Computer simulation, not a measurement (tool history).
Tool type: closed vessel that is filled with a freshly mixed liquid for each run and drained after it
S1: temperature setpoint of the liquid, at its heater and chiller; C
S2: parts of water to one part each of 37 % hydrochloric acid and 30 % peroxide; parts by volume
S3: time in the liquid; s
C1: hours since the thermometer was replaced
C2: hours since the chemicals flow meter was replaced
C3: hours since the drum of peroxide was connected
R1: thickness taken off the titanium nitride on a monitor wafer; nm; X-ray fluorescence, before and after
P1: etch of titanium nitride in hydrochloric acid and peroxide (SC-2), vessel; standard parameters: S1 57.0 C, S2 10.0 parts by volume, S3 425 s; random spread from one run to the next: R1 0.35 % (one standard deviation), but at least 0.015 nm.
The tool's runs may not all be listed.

run    day    S1    S2   S3      C1     C2     C3        R1
  1  0.492  57.0  10.0  425   948.4  255.2  549.8  12.28200
  2  0.979  57.0  10.0   30   960.1  266.9  561.5   0.85721
  3  1.267  57.0  10.0  425   967.0  273.8  568.4  12.17300
  4  1.621  57.0  14.5  425   975.5  282.3  576.9   8.91210
  5  1.983  57.0  14.0  820   984.2  291.0  585.6  17.79700
  6  2.342  46.0  10.0  100   992.8  299.6  594.2   1.39450
  7  2.729  40.5  10.0  425  1002.1  308.9  603.5   4.00240
  8  3.246  57.0  10.0  425  1014.5  321.3  615.9  12.17600
  9  3.683  43.5  10.0   50  1025.0  331.8  626.4   0.58447
 10  3.950  57.0   4.0  425  1031.4  338.2  632.8  24.42800
 11  4.417  68.5  10.0  425  1042.6  349.4  644.0  24.78800
 12  4.917  57.0  10.0  425  1054.6  361.4  656.0  12.22600
 13  5.446  57.0  10.0  425  1067.3  374.1  668.7  12.25800
     5.462  -- thermometer replaced
 14  5.825  57.0  10.0  785     8.7  383.2  677.8  22.68900
 15  6.146  57.0  10.0  425    16.4  390.9  685.5  12.16000
 16  6.608  57.0  10.0  425    27.5  402.0  696.6  11.67200
 17  6.967  57.0  10.0  425    36.1  410.6  705.2  11.49200
 18  7.383  57.0  10.0  425    46.1  420.6  715.2  11.41300

Expected results for the next run?
 19  7.650  57.0  10.0  425  52.5  427.0  721.6   ?

{"run 19": {"R1": 11.287}}
